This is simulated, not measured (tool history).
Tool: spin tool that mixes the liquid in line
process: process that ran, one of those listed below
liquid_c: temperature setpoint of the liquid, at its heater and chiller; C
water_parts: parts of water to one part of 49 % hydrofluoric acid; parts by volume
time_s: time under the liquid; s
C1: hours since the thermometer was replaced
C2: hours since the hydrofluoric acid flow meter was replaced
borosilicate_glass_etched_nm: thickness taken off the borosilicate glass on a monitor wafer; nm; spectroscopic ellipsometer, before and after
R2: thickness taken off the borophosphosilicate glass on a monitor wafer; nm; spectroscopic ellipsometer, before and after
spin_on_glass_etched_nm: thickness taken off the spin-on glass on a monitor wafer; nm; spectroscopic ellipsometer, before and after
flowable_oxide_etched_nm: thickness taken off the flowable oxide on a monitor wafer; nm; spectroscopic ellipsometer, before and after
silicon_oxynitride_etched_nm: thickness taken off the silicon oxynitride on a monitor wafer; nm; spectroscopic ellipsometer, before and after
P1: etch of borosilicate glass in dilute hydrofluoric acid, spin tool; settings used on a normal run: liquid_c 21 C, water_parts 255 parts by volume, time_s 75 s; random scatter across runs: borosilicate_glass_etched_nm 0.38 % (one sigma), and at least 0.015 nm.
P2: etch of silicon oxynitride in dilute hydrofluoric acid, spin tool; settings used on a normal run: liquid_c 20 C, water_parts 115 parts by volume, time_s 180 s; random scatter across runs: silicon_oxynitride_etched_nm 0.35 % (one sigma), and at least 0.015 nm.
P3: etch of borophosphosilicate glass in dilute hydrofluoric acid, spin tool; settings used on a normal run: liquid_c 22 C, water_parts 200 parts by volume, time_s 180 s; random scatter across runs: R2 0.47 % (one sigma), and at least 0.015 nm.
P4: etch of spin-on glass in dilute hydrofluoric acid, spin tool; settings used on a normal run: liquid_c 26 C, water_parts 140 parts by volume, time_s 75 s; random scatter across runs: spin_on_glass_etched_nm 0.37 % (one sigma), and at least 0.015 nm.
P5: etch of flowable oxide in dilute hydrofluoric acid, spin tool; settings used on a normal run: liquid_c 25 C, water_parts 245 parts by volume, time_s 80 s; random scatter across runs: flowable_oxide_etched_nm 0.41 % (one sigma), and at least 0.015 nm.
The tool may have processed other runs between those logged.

run 1 hour=9.1 | process=P1 liquid_c=21 water_parts=255 time_s=75 | C1=807.1 C2=519.4 | borosilicate_glass_etched_nm=8.9121
run 2 hour=23.8 | process=P3 liquid_c=22 water_parts=200 time_s=180 | C1=821.8 C2=534.1 | R2=20.381
run 3 hour=32.5 | process=P3 liquid_c=22 water_parts=290 time_s=180 | C1=830.5 C2=542.8 | R2=12.869
run 4 hour=47.2 | process=P1 liquid_c=21 water_parts=380 time_s=75 | C1=845.2 C2=557.5 | borosilicate_glass_etched_nm=5.3427
run 5 hour=57.8 | process=P3 liquid_c=29 water_parts=200 time_s=180 | C1=855.8 C2=568.1 | R2=26.325
run 6 hour=65.9 | process=P1 liquid_c=29 water_parts=255 time_s=75 | C1=863.9 C2=576.2 | borosilicate_glass_etched_nm=11.788
run 7 hour=75.4 | process=P4 liquid_c=26 water_parts=140 time_s=75 | C1=873.4 C2=585.7 | spin_on_glass_etched_nm=31.651
run 8 hour=84.2 | process=P5 liquid_c=25 water_parts=245 time_s=80 | C1=882.2 C2=594.5 | flowable_oxide_etched_nm=10.765
run 9 hour=90.9 | process=P1 liquid_c=17 water_parts=255 time_s=35 | C1=888.9 C2=601.2 | borosilicate_glass_etched_nm=3.5668
run 10 hour=103.8 | process=P1 liquid_c=21 water_parts=255 time_s=75 | C1=901.8 C2=614.1 | borosilicate_glass_etched_nm=8.8787
run 11 hour=117.3 | process=P5 liquid_c=25 water_parts=245 time_s=15 | C1=915.3 C2=627.6 | flowable_oxide_etched_nm=2.0143
run 12 hour=131.6 | process=P5 liquid_c=20.5 water_parts=245 time_s=80 | C1=929.6 C2=641.9 | flowable_oxide_etched_nm=9.0538
run 13 hour=138.3 | process=P1 liquid_c=17 water_parts=255 time_s=75 | C1=936.3 C2=648.6 | borosilicate_glass_etched_nm=7.6324
run 14 hour=152.9 | process=P5 liquid_c=25 water_parts=85 time_s=80 | C1=950.9 C2=663.2 | flowable_oxide_etched_nm=37.338
run 15 hour=161.1 | process=P4 liquid_c=26 water_parts=140 time_s=75 | C1=959.1 C2=671.4 | spin_on_glass_etched_nm=31.672
run 16 hour=175.1 | process=P2 liquid_c=26 water_parts=115 time_s=180 | C1=973.1 C2=685.4 | silicon_oxynitride_etched_nm=8.0687
-- hour=181.5 hydrofluoric acid flow meter replaced
run 17 hour=184.5 | process=P2 liquid_c=20 water_parts=115 time_s=180 | C1=982.5 C2=3.1 | silicon_oxynitride_etched_nm=6.0527
run 18 hour=195 | process=P1 liquid_c=21 water_parts=90 time_s=75 | C1=993 C2=13.6 | borosilicate_glass_etched_nm=29.882
run 19 hour=208.9 | process=P4 liquid_c=26 water_parts=205 time_s=75 | C1=1006.9 C2=27.5 | spin_on_glass_etched_nm=20.123
run 20 hour=222.9 | process=P1 liquid_c=21 water_parts=255 time_s=75 | C1=1020.9 C2=41.5 | borosilicate_glass_etched_nm=8.8512
run 21 hour=231.6 | process=P2 liquid_c=20 water_parts=115 time_s=180 | C1=1029.6 C2=50.2 | silicon_oxynitride_etched_nm=6.0585
run 22 hour=241.4 | process=P1 liquid_c=21 water_parts=255 time_s=120 | C1=1039.4 C2=60 | borosilicate_glass_etched_nm=14.219
run 23 hour=255.8 | process=P2 liquid_c=20 water_parts=55 time_s=180 | C1=1053.8 C2=74.4 | silicon_oxynitride_etched_nm=13.24
run 24 hour=269.9 | process=P4 liquid_c=26 water_parts=140 time_s=110 | C1=1067.9 C2=88.5 | spin_on_glass_etched_nm=46.701
run 25 hour=278.7 | process=P3 liquid_c=22 water_parts=200 time_s=355 | C1=1076.7 C2=97.3 | R2=40.004
run 26 hour=285.8 | process=P1 liquid_c=25 water_parts=460 time_s=75 | C1=1083.8 C2=104.4 | borosilicate_glass_etched_nm=4.6646
run 27 hour=295.2 | process=P1 liquid_c=21 water_parts=255 time_s=75 | C1=1093.2 C2=113.8 | borosilicate_glass_etched_nm=8.9084
run 28 hour=301.9 | process=P2 liquid_c=20 water_parts=115 time_s=340 | C1=1099.9 C2=120.5 | silicon_oxynitride_etched_nm=11.513
run 29 hour=310.6 | process=P1 liquid_c=21 water_parts=255 time_s=75 | C1=1108.6 C2=129.2 | borosilicate_glass_etched_nm=8.837
run 30 hour=320.1 | process=P3 liquid_c=22 water_parts=200 time_s=180 | C1=1118.1 C2=138.7 | R2=20.431
run 31 hour=327.6 | process=P1 liquid_c=21 water_parts=255 time_s=30 | C1=1125.6 C2=146.2 | borosilicate_glass_etched_nm=3.573
run 32 hour=334.4 | process=P4 liquid_c=17.5 water_parts=140 time_s=75 | C1=1132.4 C2=153 | spin_on_glass_etched_nm=22.665
run 33 hour=340.9 | process=P1 liquid_c=21 water_parts=255 time_s=75 | C1=1138.9 C2=159.5 | borosilicate_glass_etched_nm=8.8826
run 34 hour=348.6 | process=P1 liquid_c=21 water_parts=255 time_s=75 | C1=1146.6 C2=167.2 | borosilicate_glass_etched_nm=8.6524
run 35 hour=360.5 | process=P1 liquid_c=21 water_parts=255 time_s=75 | C1=1158.5 C2=179.1 | borosilicate_glass_etched_nm=8.4783
run 36 hour=369.9 | process=P1 liquid_c=21 water_parts=255 time_s=75 | C1=1167.9 C2=188.5 | borosilicate_glass_etched_nm=8.4061
run 37 hour=379.7 | process=P1 liquid_c=21 water_parts=255 time_s=75 | C1=1177.7 C2=198.3 | borosilicate_glass_etched_nm=8.3423
run 38 hour=386.4 | process=P1 liquid_c=21 water_parts=255 time_s=75 | C1=1184.4 C2=205 | borosilicate_glass_etched_nm=8.306
run 39 hour=400.3 | process=P1 liquid_c=21 water_parts=255 time_s=75 | C1=1198.3 C2=218.9 | borosilicate_glass_etched_nm=8.2384
run 40 hour=409.1 | process=P1 liquid_c=21 water_parts=255 time_s=75 | C1=1207.1 C2=227.7 | borosilicate_glass_etched_nm=8.2131
run 41 hour=416.2 | process=P1 liquid_c=21 water_parts=255 time_s=75 | C1=1214.2 C2=234.8 | borosilicate_glass_etched_nm=8.2266
run 42 hour=426.2 | process=P1 liquid_c=21 water_parts=255 time_s=75 | C1=1224.2 C2=244.8 | borosilicate_glass_etched_nm=8.2139

The log shows P1 creeping away from where it was. Any of the 2 causes listed here, at the size stated for it, fits the log just as well as the others:
A: liquid colder than its thermometer reads (K) = 2.06
B: hydrofluoric acid flow below the setpoint (%) = 5.99
The creep began at about hour 340.9.

4 check runs are offered, one wafer each, their results left as question marks. Which one tells the causes apart?
run check 1 hour=436.2 | process=P3 liquid_c=22 water_parts=200 time_s=180 | R2=?
run check 2 hour=436.2 | process=P5 liquid_c=25 water_parts=245 time_s=80 | flowable_oxide_etched_nm=?
run check 3 hour=436.2 | process=P4 liquid_c=26 water_parts=140 time_s=75 | spin_on_glass_etched_nm=?
run check 4 hour=436.2 | process=P2 liquid_c=20 water_parts=115 time_s=180 | silicon_oxynitride_etched_nm=?

If the cause were each of the candidates in turn, the checks would give the following:
check=check_1 result=R2 if_A=18.88 if_B=18.955
check=check_2 result=flowable_oxide_etched_nm if_A=9.969 if_B=9.9293
check=check_3 result=spin_on_glass_etched_nm if_A=29.27 if_B=29.447
check=check_4 result=silicon_oxynitride_etched_nm if_A=5.475 if_B=5.6637
Smallest distance between any two causes, each pair judged by its most separating result, in per cent: check 1 0.4 %; check 2 0.4 %; check 3 0.6 %; check 4 3.39 %
Check 4 distinguishes between the causes, while the remaining checks would return nearly the same result for all of them.

The results of check 4 are: silicon_oxynitride_etched_nm 5.5002 nm. Based on these, which of the listed causes is it?

A is the cause: liquid colder than its thermometer reads (K).
